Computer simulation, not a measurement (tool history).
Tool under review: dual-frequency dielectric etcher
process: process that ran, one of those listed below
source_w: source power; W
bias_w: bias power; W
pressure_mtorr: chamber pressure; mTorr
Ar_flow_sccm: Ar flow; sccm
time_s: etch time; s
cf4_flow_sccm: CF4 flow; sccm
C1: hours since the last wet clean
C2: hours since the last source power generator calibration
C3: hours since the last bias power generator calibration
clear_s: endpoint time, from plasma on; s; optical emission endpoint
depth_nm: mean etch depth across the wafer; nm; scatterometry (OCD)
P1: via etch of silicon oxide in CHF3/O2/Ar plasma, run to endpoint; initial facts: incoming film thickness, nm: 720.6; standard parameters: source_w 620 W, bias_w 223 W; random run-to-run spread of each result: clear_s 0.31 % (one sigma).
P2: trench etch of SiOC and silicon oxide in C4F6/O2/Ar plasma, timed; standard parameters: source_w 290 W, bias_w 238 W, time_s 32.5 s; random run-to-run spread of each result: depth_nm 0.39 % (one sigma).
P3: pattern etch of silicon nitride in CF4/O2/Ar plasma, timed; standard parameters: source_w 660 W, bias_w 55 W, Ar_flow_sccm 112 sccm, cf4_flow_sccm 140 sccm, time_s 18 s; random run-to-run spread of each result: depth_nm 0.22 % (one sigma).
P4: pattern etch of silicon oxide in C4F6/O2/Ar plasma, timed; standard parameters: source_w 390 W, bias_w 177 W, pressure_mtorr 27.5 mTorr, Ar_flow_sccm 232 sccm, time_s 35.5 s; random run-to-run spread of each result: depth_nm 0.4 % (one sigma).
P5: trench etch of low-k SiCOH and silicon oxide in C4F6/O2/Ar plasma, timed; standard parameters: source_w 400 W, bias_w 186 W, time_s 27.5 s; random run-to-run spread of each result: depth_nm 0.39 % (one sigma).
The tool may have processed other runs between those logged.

run 1 hour=12.6 | process=P1 source_w=620 bias_w=223 | C1=407.7 C2=385.4 C3=1518.7 | clear_s=321.58
run 2 hour=26.5 | process=P4 source_w=390 bias_w=177 pressure_mtorr=27.5 Ar_flow_sccm=232 time_s=35.5 | C1=421.6 C2=399.3 C3=1532.6 | depth_nm=115.35
run 3 hour=36.5 | process=P3 source_w=660 bias_w=55 Ar_flow_sccm=85 time_s=18 cf4_flow_sccm=140 | C1=431.6 C2=409.3 C3=1542.6 | depth_nm=47.719
run 4 hour=48.8 | process=P1 source_w=620 bias_w=223 | C1=443.9 C2=421.6 C3=1554.9 | clear_s=324.94
run 5 hour=61.3 | process=P2 source_w=380 bias_w=238 time_s=32.5 | C1=456.4 C2=434.1 C3=1567.4 | depth_nm=68.519
run 6 hour=69.1 | process=P1 source_w=620 bias_w=273 | C1=464.2 C2=441.9 C3=1575.2 | clear_s=301.19
run 7 hour=80.7 | process=P1 source_w=800 bias_w=223 | C1=475.8 C2=453.5 C3=1586.8 | clear_s=292.65
run 8 hour=92.9 | process=P1 source_w=620 bias_w=147 | C1=488 C2=465.7 C3=1599 | clear_s=370.01
run 9 hour=101.1 | process=P5 source_w=400 bias_w=128 time_s=27.5 | C1=496.2 C2=473.9 C3=1607.2 | depth_nm=75.42
run 10 hour=116.1 | process=P4 source_w=390 bias_w=177 pressure_mtorr=27.5 Ar_flow_sccm=312 time_s=35.5 | C1=511.2 C2=488.9 C3=1622.2 | depth_nm=112.59
run 11 hour=132.4 | process=P3 source_w=660 bias_w=55 Ar_flow_sccm=112 time_s=12 cf4_flow_sccm=140 | C1=527.5 C2=505.2 C3=1638.5 | depth_nm=30.777
run 12 hour=147.9 | process=P1 source_w=400 bias_w=268 | C1=543 C2=520.7 C3=1654 | clear_s=357.97
run 13 hour=162.9 | process=P5 source_w=400 bias_w=186 time_s=15 | C1=558 C2=535.7 C3=1669 | depth_nm=45.968
run 14 hour=179.7 | process=P3 source_w=660 bias_w=55 Ar_flow_sccm=112 time_s=18 cf4_flow_sccm=140 | C1=574.8 C2=552.5 C3=1685.8 | depth_nm=46.365
run 15 hour=196.6 | process=P4 source_w=390 bias_w=177 pressure_mtorr=27.5 Ar_flow_sccm=232 time_s=35.5 | C1=591.7 C2=569.4 C3=1702.7 | depth_nm=116.08
run 16 hour=213.3 | process=P3 source_w=910 bias_w=55 Ar_flow_sccm=112 time_s=18 cf4_flow_sccm=140 | C1=608.4 C2=586.1 C3=1719.4 | depth_nm=61.15
run 17 hour=222 | process=P1 source_w=620 bias_w=223 | C1=617.1 C2=594.8 C3=1728.1 | clear_s=323.55
run 18 hour=233.5 | process=P4 source_w=390 bias_w=244 pressure_mtorr=27.5 Ar_flow_sccm=232 time_s=35.5 | C1=628.6 C2=606.3 C3=1739.6 | depth_nm=128.76
run 19 hour=242.7 | process=P5 source_w=400 bias_w=186 time_s=27.5 | C1=637.8 C2=615.5 C3=1748.8 | depth_nm=84.128
run 20 hour=250.4 | process=P4 source_w=390 bias_w=177 pressure_mtorr=27.5 Ar_flow_sccm=232 time_s=21 | C1=645.5 C2=623.2 C3=1756.5 | depth_nm=68.665
run 21 hour=260.4 | process=P4 source_w=390 bias_w=177 pressure_mtorr=38.5 Ar_flow_sccm=232 time_s=35.5 | C1=655.5 C2=633.2 C3=1766.5 | depth_nm=111.68
run 22 hour=276.4 | process=P1 source_w=410 bias_w=223 | C1=671.5 C2=649.2 C3=1782.5 | clear_s=379.33
run 23 hour=291 | process=P3 source_w=660 bias_w=55 Ar_flow_sccm=112 time_s=18 cf4_flow_sccm=140 | C1=686.1 C2=663.8 C3=1797.1 | depth_nm=46.279
run 24 hour=308 | process=P3 source_w=660 bias_w=70 Ar_flow_sccm=112 time_s=18 cf4_flow_sccm=140 | C1=703.1 C2=680.8 C3=1814.1 | depth_nm=50.688
run 25 hour=324.5 | process=P4 source_w=490 bias_w=177 pressure_mtorr=27.5 Ar_flow_sccm=232 time_s=35.5 | C1=719.6 C2=697.3 C3=1830.6 | depth_nm=126.81
run 26 hour=332.5 | process=P2 source_w=290 bias_w=238 time_s=32.5 | C1=727.6 C2=705.3 C3=1838.6 | depth_nm=61.475
run 27 hour=343.3 | process=P1 source_w=750 bias_w=139 | C1=738.4 C2=716.1 C3=1849.4 | clear_s=351.7
run 28 hour=356.3 | process=P2 source_w=290 bias_w=335 time_s=32.5 | C1=751.4 C2=729.1 C3=1862.4 | depth_nm=69.409
run 29 hour=365.8 | process=P1 source_w=620 bias_w=223 | C1=760.9 C2=738.6 C3=1871.9 | clear_s=323.96
run 30 hour=373.6 | process=P2 source_w=290 bias_w=238 time_s=19 | C1=768.7 C2=746.4 C3=1879.7 | depth_nm=35.735
run 31 hour=383.2 | process=P1 source_w=620 bias_w=223 | C1=778.3 C2=756 C3=1889.3 | clear_s=323.06
run 32 hour=399.9 | process=P3 source_w=660 bias_w=55 Ar_flow_sccm=112 time_s=18 cf4_flow_sccm=86 | C1=795 C2=772.7 C3=1906 | depth_nm=43.614
run 33 hour=413.8 | process=P5 source_w=260 bias_w=186 time_s=27.5 | C1=808.9 C2=786.6 C3=1919.9 | depth_nm=71.035
run 34 hour=429.1 | process=P1 source_w=620 bias_w=223 | C1=824.2 C2=801.9 C3=1935.2 | clear_s=322.83
run 35 hour=442.9 | process=P1 source_w=620 bias_w=223 | C1=838 C2=815.7 C3=1949 | clear_s=320.58
run 36 hour=451.3 | process=P1 source_w=620 bias_w=223 | C1=846.4 C2=824.1 C3=1957.4 | clear_s=321.34
run 37 hour=468.3 | process=P1 source_w=620 bias_w=223 | C1=863.4 C2=841.1 C3=1974.4 | clear_s=319.01
-- hour=480.5 wet clean of the chamber
run 38 hour=480.9 | process=P1 source_w=620 bias_w=223 | C1=0.5 C2=853.7 C3=1987 | clear_s=317.02

Run 39 comes next. What will it give?
run 39 hour=490.9 | process=P1 source_w=620 bias_w=223 | C1=10.5 C2=863.7 C3=1997 | clear_s=?

{"run 39": {"clear_s": 316.91}}
